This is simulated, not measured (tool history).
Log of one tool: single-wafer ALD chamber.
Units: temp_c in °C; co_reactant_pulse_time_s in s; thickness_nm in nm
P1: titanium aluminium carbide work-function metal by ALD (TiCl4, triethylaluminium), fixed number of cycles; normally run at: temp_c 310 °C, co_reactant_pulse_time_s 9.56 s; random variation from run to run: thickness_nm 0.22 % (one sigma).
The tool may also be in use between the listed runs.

run   hour  temp_c  co_reactant_pulse_time_s  hours since the last thermocouple change  hours since the last triethylaluminium bottle change  thickness_nm
  1    5.1     310                      9.56                                     764.2                                                   989        2.1091
  2   10.3     310                     14.45                                     769.4                                                 994.2        2.1838
  3   17.7     310                      9.56                                     776.8                                                1001.6        2.1126
  4   27.9     310                      9.56                                       787                                                1011.8        2.1075
  5   34.7     310                      9.56                                     793.8                                                1018.6         2.109
  6     40     285                      9.56                                     799.1                                                1023.9         1.895
  7   45.9     310                      9.56                                       805                                                1029.8        2.1007
  8   50.8     323                      4.49                                     809.9                                                1034.7        1.8187
  9   55.4     310                       4.5                                     814.5                                                1039.3        1.7292
 10   59.9     330                      9.56                                       819                                                1043.8        2.2881
      60.8  -- thermocouple changed; heater temperature recalibrated
 11   67.9     310                      9.56                                       7.1                                                1051.8        2.1061
 12   76.7     310                      9.56                                      15.9                                                1060.6        2.0957
 13   86.8     310                      9.56                                        26                                                1070.7        2.0877
 14   91.8     310                      9.56                                        31                                                1075.7        2.0822
 15   98.3     310                      9.56                                      37.5                                                1082.2        2.0703
 16  104.2     310                      9.56                                      43.4                                                1088.1        2.0697
 17  109.7     310                      9.56                                      48.9                                                1093.6        2.0743
 18  115.8     310                      9.56                                        55                                                1099.7        2.0682
 19  120.9     310                      9.56                                      60.1                                                1104.8        2.0697
 20  126.6     310                      9.56                                      65.8                                                1110.5        2.0761

What P1 gives has crept away from where it was. These 2 causes fit the log equally well, each at the size given:
A: triethylaluminium dose below that of a fresh bottle (%) = 11.6
B: wafer temperature below the value expected at the setpoint (K) = 4.25
The creep began at about hour 67.9.

4 check runs are offered, one wafer each, their results left as question marks. Which one tells the causes apart?
check 1  132.3     288                      9.56                                                                                                             ?
check 2  132.3     323                      5.05                                                                                                             ?
check 3  132.3     319                      9.56                                                                                                             ?
check 4  132.3     326                      9.56                                                                                                             ?

What each check would give under each cause:
  check        result    if A    if B
check 1  thickness_nm  1.8851  1.8826
check 2  thickness_nm  1.8178  1.8761
check 3  thickness_nm  2.1536   2.155
check 4  thickness_nm  2.2151  2.2174
How far apart the two closest causes lie, in the result that separates them most: check 1 0.13 %; check 2 3.16 %; check 3 0.06 %; check 4 0.1 %
Check 2 tells the causes apart: in the others they would give nearly the same result.

Check 2 was then run and gave: thickness_nm 1.819 nm. Which cause is it?

It is A: triethylaluminium dose below that of a fresh bottle (%).

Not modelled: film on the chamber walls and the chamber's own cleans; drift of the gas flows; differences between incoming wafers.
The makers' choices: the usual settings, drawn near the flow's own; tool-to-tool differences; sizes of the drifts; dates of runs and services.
